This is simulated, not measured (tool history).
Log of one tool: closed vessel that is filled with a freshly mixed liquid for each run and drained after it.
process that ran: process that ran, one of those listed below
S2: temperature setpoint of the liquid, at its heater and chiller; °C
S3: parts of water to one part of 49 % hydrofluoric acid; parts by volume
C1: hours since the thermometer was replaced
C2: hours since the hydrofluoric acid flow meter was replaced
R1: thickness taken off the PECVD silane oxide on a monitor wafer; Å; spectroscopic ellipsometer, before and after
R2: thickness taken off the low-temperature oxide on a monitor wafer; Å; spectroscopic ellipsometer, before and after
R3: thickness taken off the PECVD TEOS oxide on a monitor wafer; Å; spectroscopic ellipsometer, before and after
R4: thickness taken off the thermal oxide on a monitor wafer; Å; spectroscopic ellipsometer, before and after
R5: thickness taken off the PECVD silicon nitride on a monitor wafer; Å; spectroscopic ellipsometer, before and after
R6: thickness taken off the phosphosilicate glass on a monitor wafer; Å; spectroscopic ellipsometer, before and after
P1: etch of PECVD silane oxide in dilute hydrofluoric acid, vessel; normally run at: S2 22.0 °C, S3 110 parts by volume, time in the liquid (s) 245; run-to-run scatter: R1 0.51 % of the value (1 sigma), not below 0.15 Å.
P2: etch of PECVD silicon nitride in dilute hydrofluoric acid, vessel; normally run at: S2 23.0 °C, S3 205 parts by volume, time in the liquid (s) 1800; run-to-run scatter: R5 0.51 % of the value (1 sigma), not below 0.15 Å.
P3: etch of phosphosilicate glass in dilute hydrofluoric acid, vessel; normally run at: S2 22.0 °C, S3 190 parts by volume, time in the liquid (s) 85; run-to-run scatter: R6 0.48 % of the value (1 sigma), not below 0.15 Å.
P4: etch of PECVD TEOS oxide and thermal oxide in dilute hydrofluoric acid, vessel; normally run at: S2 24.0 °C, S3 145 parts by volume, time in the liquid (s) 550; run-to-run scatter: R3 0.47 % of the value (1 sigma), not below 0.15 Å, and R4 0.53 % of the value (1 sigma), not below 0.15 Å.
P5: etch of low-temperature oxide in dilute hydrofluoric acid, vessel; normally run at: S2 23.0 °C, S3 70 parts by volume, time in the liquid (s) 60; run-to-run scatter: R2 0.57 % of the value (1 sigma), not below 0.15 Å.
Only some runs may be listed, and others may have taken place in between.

{"run": 1, "hour": 4.6, "process that ran": "P1", "S2": 22.0, "S3": 110, "time in the liquid (s)": 245, "C1": 882.0, "C2": 1160.4, "R1": 474.01}
{"run": 2, "hour": 11.4, "process that ran": "P5", "S2": 23.0, "S3": 70, "time in the liquid (s)": 60, "C1": 888.8, "C2": 1167.2, "R2": 165.29}
{"run": 3, "hour": 18.6, "process that ran": "P4", "S2": 24.0, "S3": 35, "time in the liquid (s)": 550, "C1": 896.0, "C2": 1174.4, "R3": 1668.9, "R4": 850.36}
{"run": 4, "hour": 23.9, "process that ran": "P2", "S2": 23.0, "S3": 205, "time in the liquid (s)": 1800, "C1": 901.3, "C2": 1179.7, "R5": 205.4}
{"run": 5, "hour": 29.7, "process that ran": "P3", "S2": 22.0, "S3": 190, "time in the liquid (s)": 30, "C1": 907.1, "C2": 1185.5, "R6": 93.155}
{"run": 6, "hour": 35.0, "process that ran": "P2", "S2": 27.0, "S3": 205, "time in the liquid (s)": 1800, "C1": 912.4, "C2": 1190.8, "R5": 263.88}
{"run": 7, "hour": 39.3, "process that ran": "P3", "S2": 22.0, "S3": 190, "time in the liquid (s)": 85, "C1": 916.7, "C2": 1195.1, "R6": 260.7}
{"run": 8, "hour": 44.8, "process that ran": "P2", "S2": 23.0, "S3": 205, "time in the liquid (s)": 485, "C1": 922.2, "C2": 1200.6, "R5": 56.221}
{"run": 9, "hour": 50.3, "process that ran": "P3", "S2": 22.0, "S3": 190, "time in the liquid (s)": 85, "C1": 927.7, "C2": 1206.1, "R6": 261.34}
{"run": 10, "hour": 55.6, "process that ran": "P1", "S2": 22.0, "S3": 110, "time in the liquid (s)": 245, "C1": 933.0, "C2": 1211.4, "R1": 473.49}
{"run": 11, "hour": 62.8, "process that ran": "P1", "S2": 22.0, "S3": 110, "time in the liquid (s)": 245, "C1": 940.2, "C2": 1218.6, "R1": 475.34}
{"run": 12, "hour": 71.0, "process that ran": "P1", "S2": 22.0, "S3": 180, "time in the liquid (s)": 245, "C1": 948.4, "C2": 1226.8, "R1": 269.07}
{"run": 13, "hour": 74.8, "process that ran": "P4", "S2": 24.0, "S3": 145, "time in the liquid (s)": 550, "C1": 952.2, "C2": 1230.6, "R3": 348.21, "R4": 180.52}
{"run": 14, "hour": 81.8, "process that ran": "P4", "S2": 24.0, "S3": 145, "time in the liquid (s)": 90, "C1": 959.2, "C2": 1237.6, "R3": 57.486, "R4": 29.453}
{"run": 15, "hour": 88.1, "process that ran": "P5", "S2": 23.0, "S3": 70, "time in the liquid (s)": 30, "C1": 965.5, "C2": 1243.9, "R2": 83.178}
{"run": 16, "hour": 96.7, "process that ran": "P5", "S2": 23.0, "S3": 20, "time in the liquid (s)": 60, "C1": 974.1, "C2": 1252.5, "R2": 617.5}
{"run": 17, "hour": 103.5, "process that ran": "P3", "S2": 17.0, "S3": 190, "time in the liquid (s)": 85, "C1": 980.9, "C2": 1259.3, "R6": 215.56}
{"run": 18, "hour": 108.7, "process that ran": "P1", "S2": 22.0, "S3": 110, "time in the liquid (s)": 245, "C1": 986.1, "C2": 1264.5, "R1": 477.78}
{"run": 19, "hour": 114.3, "process that ran": "P1", "S2": 17.0, "S3": 110, "time in the liquid (s)": 245, "C1": 991.7, "C2": 1270.1, "R1": 385.04}
{"run": 20, "hour": 122.1, "process that ran": "P5", "S2": 23.0, "S3": 70, "time in the liquid (s)": 60, "C1": 999.5, "C2": 1277.9, "R2": 165.42}
{"run": 21, "hour": 128.8, "process that ran": "P1", "S2": 22.0, "S3": 55, "time in the liquid (s)": 245, "C1": 1006.2, "C2": 1284.6, "R1": 1004.4}
{"run": 22, "hour": 136.9, "process that ran": "P1", "S2": 17.0, "S3": 110, "time in the liquid (s)": 130, "C1": 1014.3, "C2": 1292.7, "R1": 206.05}
{"run": 23, "hour": 141.7, "process that ran": "P4", "S2": 24.0, "S3": 145, "time in the liquid (s)": 550, "C1": 1019.1, "C2": 1297.5, "R3": 350.21, "R4": 179.12}
{"run": 24, "hour": 149.9, "process that ran": "P3", "S2": 22.0, "S3": 280, "time in the liquid (s)": 85, "C1": 1027.3, "C2": 1305.7, "R6": 161.97}
{"run": 25, "hour": 156.4, "process that ran": "P1", "S2": 22.0, "S3": 110, "time in the liquid (s)": 410, "C1": 1033.8, "C2": 1312.2, "R1": 793.03}
{"run": 26, "hour": 164.6, "process that ran": "P1", "S2": 28.5, "S3": 110, "time in the liquid (s)": 440, "C1": 1042.0, "C2": 1320.4, "R1": 1090.9}
{"run": 27, "hour": 172.2, "process that ran": "P5", "S2": 27.0, "S3": 70, "time in the liquid (s)": 60, "C1": 1049.6, "C2": 1328.0, "R2": 194.51}
{"run": 28, "hour": 179.9, "process that ran": "P4", "S2": 30.0, "S3": 145, "time in the liquid (s)": 550, "C1": 1057.3, "C2": 1335.7, "R3": 433.56, "R4": 224.44}
{"run": 29, "hour": 186.4, "process that ran": "P2", "S2": 23.0, "S3": 295, "time in the liquid (s)": 1800, "C1": 1063.8, "C2": 1342.2, "R5": 145.03}
{"run": 30, "hour": 190.2, "process that ran": "P1", "S2": 27.5, "S3": 110, "time in the liquid (s)": 245, "C1": 1067.6, "C2": 1346.0, "R1": 585.25}
{"run": 31, "hour": 198.8, "process that ran": "P2", "S2": 23.0, "S3": 205, "time in the liquid (s)": 1800, "C1": 1076.2, "C2": 1354.6, "R5": 207.05}
{"run": 32, "hour": 205.4, "process that ran": "P1", "S2": 22.0, "S3": 110, "time in the liquid (s)": 75, "C1": 1082.8, "C2": 1361.2, "R1": 145.42}
{"run": 33, "hour": 213.7, "process that ran": "P1", "S2": 22.0, "S3": 110, "time in the liquid (s)": 245, "C1": 1091.1, "C2": 1369.5, "R1": 476.99}
{"run": 34, "hour": 220.2, "process that ran": "P1", "S2": 22.0, "S3": 110, "time in the liquid (s)": 245, "C1": 1097.6, "C2": 1376.0, "R1": 492.85}
{"run": 35, "hour": 224.1, "process that ran": "P1", "S2": 22.0, "S3": 110, "time in the liquid (s)": 245, "C1": 1101.5, "C2": 1379.9, "R1": 504.61}
{"run": 36, "hour": 230.8, "process that ran": "P1", "S2": 22.0, "S3": 110, "time in the liquid (s)": 245, "C1": 1108.2, "C2": 1386.6, "R1": 511.15}
{"run": 37, "hour": 235.2, "process that ran": "P1", "S2": 22.0, "S3": 110, "time in the liquid (s)": 245, "C1": 1112.6, "C2": 1391.0, "R1": 509.64}
{"run": 38, "hour": 242.0, "process that ran": "P1", "S2": 22.0, "S3": 110, "time in the liquid (s)": 245, "C1": 1119.4, "C2": 1397.8, "R1": 515.02}
{"run": 39, "hour": 247.2, "process that ran": "P1", "S2": 22.0, "S3": 110, "time in the liquid (s)": 245, "C1": 1124.6, "C2": 1403.0, "R1": 515.47}
{"run": 40, "hour": 252.4, "process that ran": "P1", "S2": 22.0, "S3": 110, "time in the liquid (s)": 245, "C1": 1129.8, "C2": 1408.2, "R1": 515.25}
{"run": 41, "hour": 256.2, "process that ran": "P1", "S2": 22.0, "S3": 110, "time in the liquid (s)": 245, "C1": 1133.6, "C2": 1412.0, "R1": 525.1}
{"run": 42, "hour": 262.9, "process that ran": "P1", "S2": 22.0, "S3": 110, "time in the liquid (s)": 245, "C1": 1140.3, "C2": 1418.7, "R1": 524.95}

What P1 gives has crept off from where it sat before. The 2 causes that follow fit the log equally well, each at the size noted:
A: hydrofluoric acid flow above the setpoint (%) = 8.68
B: liquid hotter than its thermometer reads (K) = 2.36
The creep began at about hour 213.7.

Listed below are the offered check runs, one wafer per run, with question marks in place of results. For which of them would the causes give clearly different outcomes?
{"run": "check 1", "hour": 269.6, "process that ran": "P5", "S2": 23.0, "S3": 70, "time in the liquid (s)": 60, "R2": "?"}
{"run": "check 2", "hour": 269.6, "process that ran": "P4", "S2": 24.0, "S3": 145, "time in the liquid (s)": 550, "R3": "?", "R4": "?"}
{"run": "check 3", "hour": 269.6, "process that ran": "P3", "S2": 22.0, "S3": 190, "time in the liquid (s)": 85, "R6": "?"}
{"run": "check 4", "hour": 269.6, "process that ran": "P2", "S2": 23.0, "S3": 205, "time in the liquid (s)": 1800, "R5": "?"}

How each check would come out, cause by cause:
check=check_1 result=R2 if_A=181.640 if_B=182.590
check=check_2 result=R3 if_A=383.820 if_B=381.070
check=check_2 result=R4 if_A=197.340 if_B=195.920
check=check_3 result=R6 if_A=288.280 if_B=285.270
check=check_4 result=R5 if_A=225.290 if_B=240.830
Smallest distance between any two causes, each pair judged by its most separating result, in per cent: check 1 0.52 %; check 2 0.72 %; check 3 1.05 %; check 4 6.67 %
Only check 4 tells the causes apart: in the others they would give nearly the same result.

Then check 4 was run and gave: R5 241.690 Å. Which cause is it?

The cause is B: liquid hotter than its thermometer reads (K).
